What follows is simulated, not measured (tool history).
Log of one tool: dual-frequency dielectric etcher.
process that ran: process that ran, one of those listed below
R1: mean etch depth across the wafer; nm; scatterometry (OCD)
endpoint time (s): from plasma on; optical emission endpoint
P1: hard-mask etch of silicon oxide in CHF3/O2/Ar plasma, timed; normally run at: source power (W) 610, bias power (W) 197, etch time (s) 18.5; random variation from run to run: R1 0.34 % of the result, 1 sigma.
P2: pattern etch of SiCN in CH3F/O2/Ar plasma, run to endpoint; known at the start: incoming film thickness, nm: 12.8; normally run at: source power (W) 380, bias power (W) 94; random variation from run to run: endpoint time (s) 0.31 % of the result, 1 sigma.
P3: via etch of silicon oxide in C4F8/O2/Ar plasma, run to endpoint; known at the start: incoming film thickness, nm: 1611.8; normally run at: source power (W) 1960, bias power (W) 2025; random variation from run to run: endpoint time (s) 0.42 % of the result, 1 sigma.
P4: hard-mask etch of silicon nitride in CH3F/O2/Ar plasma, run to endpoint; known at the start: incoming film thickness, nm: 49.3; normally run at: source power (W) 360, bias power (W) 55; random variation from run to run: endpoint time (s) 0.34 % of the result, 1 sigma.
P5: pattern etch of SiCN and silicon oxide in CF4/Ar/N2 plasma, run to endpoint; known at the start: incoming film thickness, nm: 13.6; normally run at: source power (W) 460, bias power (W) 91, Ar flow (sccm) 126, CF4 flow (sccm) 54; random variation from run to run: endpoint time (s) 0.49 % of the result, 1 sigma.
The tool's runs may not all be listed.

Run 1, hour 2.4: process that ran P1, source power (W) 610, bias power (W) 197, etch time (s) 18.5. Result: R1 38.475 nm.
Run 2, hour 6.8: process that ran P5, source power (W) 460, bias power (W) 91, Ar flow (sccm) 126, CF4 flow (sccm) 54. Result: endpoint time (s) 15.081.
Run 3, hour 8.9: process that ran P3, source power (W) 1960, bias power (W) 2025. Result: endpoint time (s) 327.220.
Run 4, hour 11.5: process that ran P1, source power (W) 610, bias power (W) 239, etch time (s) 18.5. Result: R1 40.923 nm.
Run 5, hour 13.6: process that ran P4, source power (W) 360, bias power (W) 55. Result: endpoint time (s) 79.950.
Run 6, hour 17.4: process that ran P1, source power (W) 420, bias power (W) 197, etch time (s) 25.5. Result: R1 46.049 nm.
Run 7, hour 21.1: process that ran P1, source power (W) 610, bias power (W) 197, etch time (s) 18.5. Result: R1 38.395 nm.
Run 8, hour 23.6: process that ran P1, source power (W) 610, bias power (W) 197, etch time (s) 18.5. Result: R1 38.426 nm.
Run 9, hour 25.9: process that ran P1, source power (W) 610, bias power (W) 144, etch time (s) 18.5. Result: R1 34.604 nm.
Run 10, hour 28.0: process that ran P5, source power (W) 460, bias power (W) 117, Ar flow (sccm) 126, CF4 flow (sccm) 54. Result: endpoint time (s) 13.801.
Run 11, hour 32.2: process that ran P1, source power (W) 610, bias power (W) 197, etch time (s) 18.5. Result: R1 38.271 nm.
At hour 33.7: bias power generator calibrated.
Run 12, hour 34.4: process that ran P2, source power (W) 380, bias power (W) 94. Result: endpoint time (s) 31.132.
Run 13, hour 37.7: process that ran P3, source power (W) 1960, bias power (W) 1653. Result: endpoint time (s) 342.640.
Run 14, hour 40.2: process that ran P1, source power (W) 610, bias power (W) 197, etch time (s) 22.5. Result: R1 46.734 nm.
Run 15, hour 44.0: process that ran P1, source power (W) 610, bias power (W) 197, etch time (s) 14.5. Result: R1 30.084 nm.
Run 16, hour 47.9: process that ran P2, source power (W) 520, bias power (W) 94. Result: endpoint time (s) 27.612.
Run 17, hour 51.7: process that ran P4, source power (W) 270, bias power (W) 55. Result: endpoint time (s) 89.641.
Run 18, hour 55.1: process that ran P1, source power (W) 420, bias power (W) 197, etch time (s) 18.5. Result: R1 33.201 nm.
Run 19, hour 58.1: process that ran P5, source power (W) 550, bias power (W) 91, Ar flow (sccm) 126, CF4 flow (sccm) 54. Result: endpoint time (s) 13.013.
Run 20, hour 60.6: process that ran P5, source power (W) 460, bias power (W) 91, Ar flow (sccm) 162, CF4 flow (sccm) 54. Result: endpoint time (s) 15.725.
Run 21, hour 65.1: process that ran P1, source power (W) 720, bias power (W) 197, etch time (s) 18.5. Result: R1 41.064 nm.
Run 22, hour 67.2: process that ran P2, source power (W) 380, bias power (W) 94. Result: endpoint time (s) 31.337.
Run 23, hour 69.6: process that ran P3, source power (W) 1960, bias power (W) 2025. Result: endpoint time (s) 327.330.
Run 24, hour 71.9: process that ran P1, source power (W) 610, bias power (W) 197, etch time (s) 18.5. Result: R1 38.572 nm.
Run 25, hour 75.9: process that ran P2, source power (W) 380, bias power (W) 64. Result: endpoint time (s) 35.983.
Run 26, hour 78.5: process that ran P5, source power (W) 460, bias power (W) 91, Ar flow (sccm) 126, CF4 flow (sccm) 70. Result: endpoint time (s) 14.611.
Run 27, hour 82.7: process that ran P3, source power (W) 2400, bias power (W) 2025. Result: endpoint time (s) 300.700.
Run 28, hour 86.6: process that ran P4, source power (W) 360, bias power (W) 67. Result: endpoint time (s) 75.001.
Run 29, hour 90.9: process that ran P1, source power (W) 610, bias power (W) 197, etch time (s) 18.5. Result: R1 38.535 nm.
Run 30, hour 93.7: process that ran P1, source power (W) 610, bias power (W) 197, etch time (s) 18.5. Result: R1 38.280 nm.
Run 31, hour 95.7: process that ran P1, source power (W) 610, bias power (W) 197, etch time (s) 18.5. Result: R1 38.148 nm.
Run 32, hour 100.3: process that ran P1, source power (W) 610, bias power (W) 197, etch time (s) 18.5. Result: R1 37.837 nm.
Run 33, hour 104.2: process that ran P1, source power (W) 610, bias power (W) 197, etch time (s) 18.5. Result: R1 37.929 nm.
At hour 105.5: wet clean of the chamber.
Run 34, hour 108.1: process that ran P1, source power (W) 610, bias power (W) 197, etch time (s) 18.5. Result: R1 37.661 nm.
Run 35, hour 112.1: process that ran P1, source power (W) 610, bias power (W) 197, etch time (s) 18.5. Result: R1 37.796 nm.
Run 36, hour 115.0: process that ran P1, source power (W) 610, bias power (W) 197, etch time (s) 18.5. Result: R1 37.833 nm.
Run 37, hour 119.2: process that ran P1, source power (W) 610, bias power (W) 197, etch time (s) 18.5. Result: R1 37.605 nm.
Run 38, hour 123.3: process that ran P1, source power (W) 610, bias power (W) 197, etch time (s) 18.5. Result: R1 38.128 nm.

What P1 gives has crept away from where it was. These 2 causes fit the log equally well, each at the size given:
A: source power that arrives under what is set, % = 4.39
B: bias power that arrives under what is set, % = 4.89
The creep began at about hour 90.9.
Why every other cause is out:
chamber walls in a state that lowers the etch rate, %: serviced at hour 105.5, which brought nothing back

4 check runs are offered, each on 3 wafers whose results are averaged, their results left as question marks. Which one tells the causes apart?
Run check 1, hour 127.4: process that ran P4, source power (W) 360, bias power (W) 55. Result: endpoint time (s) ?.
Run check 2, hour 127.4: process that ran P2, source power (W) 380, bias power (W) 94. Result: endpoint time (s) ?.
Run check 3, hour 127.4: process that ran P3, source power (W) 1960, bias power (W) 2025. Result: endpoint time (s) ?.
Run check 4, hour 127.4: process that ran P5, source power (W) 460, bias power (W) 91, Ar flow (sccm) 126, CF4 flow (sccm) 54. Result: endpoint time (s) ?.

What each check would give under each cause:
  check             result     if A     if B
check 1  endpoint time (s)   81.460   81.367
check 2  endpoint time (s)   31.758   31.824
check 3  endpoint time (s)  332.460  331.270
check 4  endpoint time (s)   15.738   15.426
How far apart the two closest causes lie, in the result that separates them most: check 1 0.11 %; check 2 0.21 %; check 3 0.36 %; check 4 2 %
Check 4 tells the causes apart: in the others they would give nearly the same result.

Then check 4 was run and gave: endpoint time (s) 15.375. Which cause is it?

It is B: bias power that arrives under what is set, %.
